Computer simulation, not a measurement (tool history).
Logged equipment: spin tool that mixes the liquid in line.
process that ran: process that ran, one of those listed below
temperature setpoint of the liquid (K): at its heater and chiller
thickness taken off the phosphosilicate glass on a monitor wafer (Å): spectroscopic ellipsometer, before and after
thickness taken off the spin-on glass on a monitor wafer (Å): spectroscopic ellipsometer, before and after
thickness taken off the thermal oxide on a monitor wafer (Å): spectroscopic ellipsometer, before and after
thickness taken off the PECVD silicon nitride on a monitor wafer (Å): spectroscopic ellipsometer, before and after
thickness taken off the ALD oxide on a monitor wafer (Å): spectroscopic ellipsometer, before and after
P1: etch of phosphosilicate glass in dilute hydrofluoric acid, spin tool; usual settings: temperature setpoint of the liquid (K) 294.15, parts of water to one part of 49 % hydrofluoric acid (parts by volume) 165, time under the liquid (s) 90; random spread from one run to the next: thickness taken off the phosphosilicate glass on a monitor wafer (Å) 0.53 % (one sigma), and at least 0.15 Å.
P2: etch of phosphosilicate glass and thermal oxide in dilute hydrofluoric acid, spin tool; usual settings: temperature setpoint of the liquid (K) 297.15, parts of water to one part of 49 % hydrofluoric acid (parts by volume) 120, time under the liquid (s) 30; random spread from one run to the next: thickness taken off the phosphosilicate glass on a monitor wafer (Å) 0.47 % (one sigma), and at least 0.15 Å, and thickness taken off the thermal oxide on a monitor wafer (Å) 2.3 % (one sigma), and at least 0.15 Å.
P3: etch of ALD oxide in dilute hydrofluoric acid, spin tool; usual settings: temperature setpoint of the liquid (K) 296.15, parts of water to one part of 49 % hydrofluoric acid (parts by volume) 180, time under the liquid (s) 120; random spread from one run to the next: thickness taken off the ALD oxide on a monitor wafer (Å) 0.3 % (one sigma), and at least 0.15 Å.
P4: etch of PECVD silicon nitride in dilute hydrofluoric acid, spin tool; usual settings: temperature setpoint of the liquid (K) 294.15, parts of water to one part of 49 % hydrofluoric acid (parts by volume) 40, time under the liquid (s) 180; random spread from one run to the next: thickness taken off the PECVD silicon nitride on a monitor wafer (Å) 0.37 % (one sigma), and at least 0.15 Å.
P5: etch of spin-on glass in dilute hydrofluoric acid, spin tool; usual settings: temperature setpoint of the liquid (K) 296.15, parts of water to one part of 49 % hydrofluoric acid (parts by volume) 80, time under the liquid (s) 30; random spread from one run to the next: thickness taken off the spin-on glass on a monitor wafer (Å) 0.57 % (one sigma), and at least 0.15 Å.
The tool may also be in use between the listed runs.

| run | hour | process that ran | temperature setpoint of the liquid (K) | parts of water to one part of 49 % hydrofluoric acid (parts by volume) | time under the liquid (s) | hours since the thermometer was replaced | hours since the hydrofluoric acid flow meter was replaced | thickness taken off the phosphosilicate glass on a monitor wafer (Å) | thickness taken off the spin-on glass on a monitor wafer (Å) | thickness taken off the thermal oxide on a monitor wafer (Å) | thickness taken off the PECVD silicon nitride on a monitor wafer (Å) | thickness taken off the ALD oxide on a monitor wafer (Å) |
|---|---|---|---|---|---|---|---|---|---|---|---|---|
| 1 | 13.3 | P1 | 294.15 | 165 | 90 | 648.1 | 967 | 273.34 |  |  |  |  |
| 2 | 20.7 | P1 | 294.15 | 165 | 90 | 655.5 | 974.4 | 271.58 |  |  |  |  |
| 3 | 37.2 | P5 | 290.15 | 80 | 30 | 672 | 990.9 |  | 200.29 |  |  |  |
|  | 47.5 | hydrofluoric acid flow meter replaced |
| 4 | 49.7 | P5 | 296.15 | 80 | 30 | 684.5 | 2.3 |  | 257.55 |  |  |  |
| 5 | 60 | P2 | 297.15 | 120 | 15 | 694.8 | 12.6 | 153.49 |  | 5.9293 |  |  |
| 6 | 72.7 | P4 | 294.15 | 40 | 180 | 707.5 | 25.3 |  |  |  | 81.829 |  |
| 7 | 84.9 | P1 | 294.15 | 165 | 90 | 719.7 | 37.5 | 269.84 |  |  |  |  |
| 8 | 94.8 | P1 | 290.15 | 165 | 90 | 729.6 | 47.4 | 231.18 |  |  |  |  |
| 9 | 108.7 | P1 | 294.15 | 165 | 90 | 743.5 | 61.3 | 270.81 |  |  |  |  |
| 10 | 120.5 | P2 | 297.15 | 120 | 30 | 755.3 | 73.1 | 308.56 |  | 11.367 |  |  |
| 11 | 128 | P2 | 302.15 | 120 | 30 | 762.8 | 80.6 | 369.43 |  | 13.623 |  |  |
| 12 | 138.9 | P3 | 296.15 | 180 | 185 | 773.7 | 91.5 |  |  |  |  | 116.24 |
| 13 | 148.3 | P1 | 294.15 | 165 | 90 | 783.1 | 100.9 | 269.81 |  |  |  |  |
| 14 | 159.8 | P5 | 296.15 | 80 | 15 | 794.6 | 112.4 |  | 128.43 |  |  |  |
| 15 | 168.8 | P1 | 290.15 | 50 | 90 | 803.6 | 121.4 | 864.83 |  |  |  |  |
| 16 | 177.8 | P1 | 294.15 | 100 | 90 | 812.6 | 130.4 | 478.08 |  |  |  |  |
| 17 | 194.1 | P1 | 294.15 | 165 | 180 | 828.9 | 146.7 | 543.35 |  |  |  |  |
| 18 | 205.8 | P4 | 294.15 | 40 | 180 | 840.6 | 158.4 |  |  |  | 82.935 |  |
| 19 | 218.2 | P1 | 302.15 | 165 | 90 | 853 | 170.8 | 366.65 |  |  |  |  |
| 20 | 225.4 | P1 | 294.15 | 165 | 90 | 860.2 | 178 | 269.53 |  |  |  |  |
| 21 | 238.9 | P5 | 296.15 | 35 | 30 | 873.7 | 191.5 |  | 626.56 |  |  |  |
| 22 | 250.1 | P2 | 297.15 | 200 | 30 | 884.9 | 202.7 | 168.05 |  | 6.5506 |  |  |
| 23 | 261.3 | P4 | 294.15 | 40 | 70 | 896.1 | 213.9 |  |  |  | 32.006 |  |
| 24 | 275.8 | P3 | 302.65 | 180 | 120 | 910.6 | 228.4 |  |  |  |  | 95.78 |
| 25 | 291.6 | P1 | 294.15 | 165 | 30 | 926.4 | 244.2 | 90.703 |  |  |  |  |
| 26 | 301 | P3 | 296.15 | 180 | 120 | 935.8 | 253.6 |  |  |  |  | 75.282 |
| 27 | 308.6 | P1 | 298.15 | 165 | 135 | 943.4 | 261.2 | 469.95 |  |  |  |  |
| 28 | 319.7 | P1 | 294.15 | 230 | 90 | 954.5 | 272.3 | 182.43 |  |  |  |  |
| 29 | 331 | P4 | 294.15 | 20 | 180 | 965.8 | 283.6 |  |  |  | 160.63 |  |
| 30 | 344.1 | P4 | 290.15 | 40 | 180 | 978.9 | 296.7 |  |  |  | 62.33 |  |
| 31 | 360 | P3 | 296.15 | 315 | 120 | 994.8 | 312.6 |  |  |  |  | 37.418 |
| 32 | 376 | P1 | 294.15 | 165 | 90 | 1010.8 | 328.6 | 272.36 |  |  |  |  |
| 33 | 391.6 | P1 | 294.15 | 165 | 90 | 1026.4 | 344.2 | 264.16 |  |  |  |  |
| 34 | 406.4 | P1 | 294.15 | 165 | 90 | 1041.2 | 359 | 259.88 |  |  |  |  |
| 35 | 417.9 | P1 | 294.15 | 165 | 90 | 1052.7 | 370.5 | 258.46 |  |  |  |  |
| 36 | 432.8 | P1 | 294.15 | 165 | 90 | 1067.6 | 385.4 | 258.57 |  |  |  |  |
| 37 | 446.9 | P1 | 294.15 | 165 | 90 | 1081.7 | 399.5 | 257.64 |  |  |  |  |
| 38 | 455.9 | P1 | 294.15 | 165 | 90 | 1090.7 | 408.5 | 256.86 |  |  |  |  |
| 39 | 467.3 | P1 | 294.15 | 165 | 90 | 1102.1 | 419.9 | 255.44 |  |  |  |  |
| 40 | 482.1 | P1 | 294.15 | 165 | 90 | 1116.9 | 434.7 | 255.25 |  |  |  |  |

P1 no longer gives what it gave before; its output has crept away from where it was. The following 2 causes, each at its listed size, fit the log equally well:
A: liquid colder than its thermometer reads (K) = 1.52
B: hydrofluoric acid flow below the setpoint (%) = 4.94
Onset of the creep was near hour 376.

Of the 4 check runs listed below, each run on one wafer and each result written as a question mark, which would let you distinguish the listed causes because they would give clearly different results?
| check 1 | 496.9 | P4 | 294.15 | 40 | 180 |  |  |  |  |  | ? |  |
| check 2 | 496.9 | P5 | 296.15 | 80 | 30 |  |  |  | ? |  |  |  |
| check 3 | 496.9 | P3 | 296.15 | 180 | 120 |  |  |  |  |  |  | ? |
| check 4 | 496.9 | P2 | 297.15 | 120 | 30 |  |  | ? |  | ? |  |  |

Expected result of each check under each candidate cause:
| check | result | if A | if B |
|---|---|---|---|
| check 1 | thickness taken off the PECVD silicon nitride on a monitor wafer (Å) | 74.261 | 78.592 |
| check 2 | thickness taken off the spin-on glass on a monitor wafer (Å) | 242.48 | 243.99 |
| check 3 | thickness taken off the ALD oxide on a monitor wafer (Å) | 70.909 | 70.722 |
| check 4 | thickness taken off the phosphosilicate glass on a monitor wafer (Å) | 290.14 | 290.63 |
| check 4 | thickness taken off the thermal oxide on a monitor wafer (Å) | 11.073 | 11.092 |
Minimum pairwise separation of causes per check, each pair taken at its best-separating result: check 1 5.67 %; check 2 0.62 %; check 3 0.26 %; check 4 0.17 %
Only in check 1 would the causes give clearly different results; in the remaining checks their results would be nearly the same.

Check 1 was then run and gave: thickness taken off the PECVD silicon nitride on a monitor wafer (Å) 74.618. Which cause is it?

It was cause A: liquid colder than its thermometer reads (K).
